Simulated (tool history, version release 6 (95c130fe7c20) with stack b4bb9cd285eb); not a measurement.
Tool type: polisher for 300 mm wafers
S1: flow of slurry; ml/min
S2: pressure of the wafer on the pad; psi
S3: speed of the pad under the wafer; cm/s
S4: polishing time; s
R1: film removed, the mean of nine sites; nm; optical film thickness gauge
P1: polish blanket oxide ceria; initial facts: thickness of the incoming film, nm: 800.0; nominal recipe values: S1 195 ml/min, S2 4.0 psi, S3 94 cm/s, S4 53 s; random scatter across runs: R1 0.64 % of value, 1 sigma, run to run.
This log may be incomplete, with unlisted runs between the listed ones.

run,day,S1,S2,S3,S4,R1
1,0.458,195,4.0,94,53,278.13
2,1.088,195,4.0,94,53,278.36
3,1.438,195,6.0,66,53,290.61
4,1.758,285,4.0,94,75,415.81
5,2.396,195,1.9,94,53,130.47
6,2.971,195,4.0,94,53,277.56
7,3.367,195,4.0,94,53,279.05
8,3.883,195,4.0,124,53,360.53
9,4.200,195,4.0,94,53,277.19
10,4.621,195,6.1,94,53,417.27
11,5.008,195,4.0,94,83,434.12
12,5.646,195,4.0,94,34,177.95
13,6.062,195,4.0,56,53,165.26
14,6.612,135,4.0,94,53,263.10
15,6.925,310,4.0,94,53,291.28
16,7.292,195,4.0,94,53,277.52
17,7.621,195,4.0,94,53,277.77
18,8.267,195,4.0,94,53,271.24
19,8.842,195,4.0,94,53,266.97
20,9.500,195,4.0,94,53,265.15
21,10.171,195,4.0,94,53,263.60
# day 10.533: worn pad replaced by a new one
22,10.817,195,4.0,94,53,261.33

Expected results for the next run?
23,11.483,195,4.0,94,53,?

Run 23 came out at R1 261.37 nm.
